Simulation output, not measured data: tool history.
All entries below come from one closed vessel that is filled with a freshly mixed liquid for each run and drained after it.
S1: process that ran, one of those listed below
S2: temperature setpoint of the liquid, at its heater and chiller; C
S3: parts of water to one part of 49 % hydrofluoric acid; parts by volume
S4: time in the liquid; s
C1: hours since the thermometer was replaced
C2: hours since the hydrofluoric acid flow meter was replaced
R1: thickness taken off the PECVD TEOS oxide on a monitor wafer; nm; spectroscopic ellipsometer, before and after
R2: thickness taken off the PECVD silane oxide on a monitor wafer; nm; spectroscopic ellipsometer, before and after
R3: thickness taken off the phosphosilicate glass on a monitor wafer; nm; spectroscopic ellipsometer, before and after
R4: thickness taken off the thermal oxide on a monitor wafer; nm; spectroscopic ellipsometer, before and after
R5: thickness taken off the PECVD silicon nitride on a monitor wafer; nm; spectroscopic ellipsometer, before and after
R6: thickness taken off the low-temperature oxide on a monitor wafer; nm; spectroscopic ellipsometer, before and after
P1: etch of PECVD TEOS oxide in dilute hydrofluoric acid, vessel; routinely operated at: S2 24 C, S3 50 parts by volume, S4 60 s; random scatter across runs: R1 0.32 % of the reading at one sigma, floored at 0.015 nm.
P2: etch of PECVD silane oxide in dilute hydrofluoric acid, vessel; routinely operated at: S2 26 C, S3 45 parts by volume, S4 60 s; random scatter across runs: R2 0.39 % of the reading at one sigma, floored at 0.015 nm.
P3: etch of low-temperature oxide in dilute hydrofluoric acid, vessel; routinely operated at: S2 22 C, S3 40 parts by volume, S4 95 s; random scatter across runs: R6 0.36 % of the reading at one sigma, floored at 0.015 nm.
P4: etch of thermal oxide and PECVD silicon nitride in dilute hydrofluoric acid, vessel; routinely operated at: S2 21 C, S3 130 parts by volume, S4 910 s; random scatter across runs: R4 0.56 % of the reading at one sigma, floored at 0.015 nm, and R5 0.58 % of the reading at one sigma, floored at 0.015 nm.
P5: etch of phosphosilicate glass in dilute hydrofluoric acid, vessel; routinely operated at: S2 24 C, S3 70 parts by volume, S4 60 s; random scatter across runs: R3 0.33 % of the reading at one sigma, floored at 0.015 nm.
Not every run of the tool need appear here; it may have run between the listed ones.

| run | hour | S1 | S2 | S3 | S4 | C1 | C2 | R1 | R2 | R3 | R4 | R5 | R6 |
|---|---|---|---|---|---|---|---|---|---|---|---|---|---|
| 1 | 5.1 | P1 | 24 | 50 | 60 | 955.2 | 536.9 | 28.855 |  |  |  |  |  |
| 2 | 9.4 | P1 | 24 | 50 | 60 | 959.5 | 541.2 | 28.717 |  |  |  |  |  |
| 3 | 15.3 | P1 | 30.5 | 70 | 60 | 965.4 | 547.1 | 25.872 |  |  |  |  |  |
| 4 | 20.9 | P2 | 26 | 45 | 60 | 971 | 552.7 |  | 24.016 |  |  |  |  |
| 5 | 24.2 | P5 | 24 | 20 | 60 | 974.3 | 556 |  |  | 465.35 |  |  |  |
| 6 | 27.2 | P1 | 17 | 50 | 60 | 977.3 | 559 | 21.327 |  |  |  |  |  |
| 7 | 33.4 | P5 | 24 | 70 | 60 | 983.5 | 565.2 |  |  | 123.32 |  |  |  |
| 8 | 39.9 | P1 | 24 | 20 | 60 | 990 | 571.7 | 74.833 |  |  |  |  |  |
| 9 | 45.8 | P2 | 26 | 45 | 90 | 995.9 | 577.6 |  | 35.626 |  |  |  |  |
| 10 | 50.3 | P1 | 31 | 50 | 60 | 1000.4 | 582.1 | 38.124 |  |  |  |  |  |
| 11 | 54.7 | P1 | 24 | 75 | 60 | 1004.8 | 586.5 | 18.61 |  |  |  |  |  |
| 12 | 61.1 | P1 | 24 | 75 | 30 | 1011.2 | 592.9 | 9.3001 |  |  |  |  |  |
| 13 | 66.9 | P4 | 21 | 130 | 1775 | 1017 | 598.7 |  |  |  | 54.85 | 31.636 |  |
| 14 | 71.2 | P4 | 21 | 130 | 910 | 1021.3 | 603 |  |  |  | 27.741 | 16.191 |  |
| 15 | 76.5 | P3 | 22 | 40 | 35 | 1026.6 | 608.3 |  |  |  |  |  | 10.715 |
| 16 | 80.8 | P2 | 18.5 | 45 | 60 | 1030.9 | 612.6 |  | 17.376 |  |  |  |  |
| 17 | 84.7 | P3 | 28.5 | 40 | 95 | 1034.8 | 616.5 |  |  |  |  |  | 37.593 |
| 18 | 91.4 | P3 | 22 | 40 | 95 | 1041.5 | 623.2 |  |  |  |  |  | 29.047 |
| 19 | 96.8 | P5 | 31 | 70 | 60 | 1046.9 | 628.6 |  |  | 162.86 |  |  |  |
| 20 | 100.3 | P1 | 24 | 50 | 60 | 1050.4 | 632.1 | 28.822 |  |  |  |  |  |
| 21 | 103.6 | P1 | 24 | 50 | 60 | 1053.7 | 635.4 | 28.678 |  |  |  |  |  |
| 22 | 107.7 | P3 | 22 | 40 | 95 | 1057.8 | 639.5 |  |  |  |  |  | 29.036 |
| 23 | 114.3 | P2 | 26 | 20 | 60 | 1064.4 | 646.1 |  | 55.755 |  |  |  |  |
| 24 | 120.7 | P4 | 21 | 45 | 910 | 1070.8 | 652.5 |  |  |  | 90.083 | 45.267 |  |
| 25 | 125.3 | P4 | 27 | 130 | 910 | 1075.4 | 657.1 |  |  |  | 35.225 | 24.13 |  |
| 26 | 131.9 | P5 | 24 | 70 | 100 | 1082 | 663.7 |  |  | 206 |  |  |  |
| 27 | 135.9 | P3 | 22 | 20 | 95 | 1086 | 667.7 |  |  |  |  |  | 59.54 |
| 28 | 140.5 | P1 | 24 | 20 | 30 | 1090.6 | 672.3 | 37.461 |  |  |  |  |  |
| 29 | 146.2 | P1 | 24 | 50 | 60 | 1096.3 | 678 | 28.766 |  |  |  |  |  |
| 30 | 151.9 | P1 | 24 | 50 | 95 | 1102 | 683.7 | 45.664 |  |  |  |  |  |
| 31 | 156.6 | P1 | 24 | 50 | 30 | 1106.7 | 688.4 | 14.417 |  |  |  |  |  |
| 32 | 163.2 | P1 | 24 | 50 | 60 | 1113.3 | 695 | 28.604 |  |  |  |  |  |
| 33 | 169.9 | P1 | 24 | 50 | 60 | 1120 | 701.7 | 29.797 |  |  |  |  |  |
| 34 | 174.4 | P1 | 24 | 50 | 60 | 1124.5 | 706.2 | 30.423 |  |  |  |  |  |
| 35 | 178.9 | P1 | 24 | 50 | 60 | 1129 | 710.7 | 30.535 |  |  |  |  |  |
| 36 | 184.2 | P1 | 24 | 50 | 60 | 1134.3 | 716 | 30.935 |  |  |  |  |  |
| 37 | 189.1 | P1 | 24 | 50 | 60 | 1139.2 | 720.9 | 31.058 |  |  |  |  |  |

Expected results for the next run?
| 38 | 192.4 | P1 | 24 | 50 | 60 | 1142.5 | 724.2 | ? |  |  |  |  |  |

{"run 38": {"R1": 31.277}}

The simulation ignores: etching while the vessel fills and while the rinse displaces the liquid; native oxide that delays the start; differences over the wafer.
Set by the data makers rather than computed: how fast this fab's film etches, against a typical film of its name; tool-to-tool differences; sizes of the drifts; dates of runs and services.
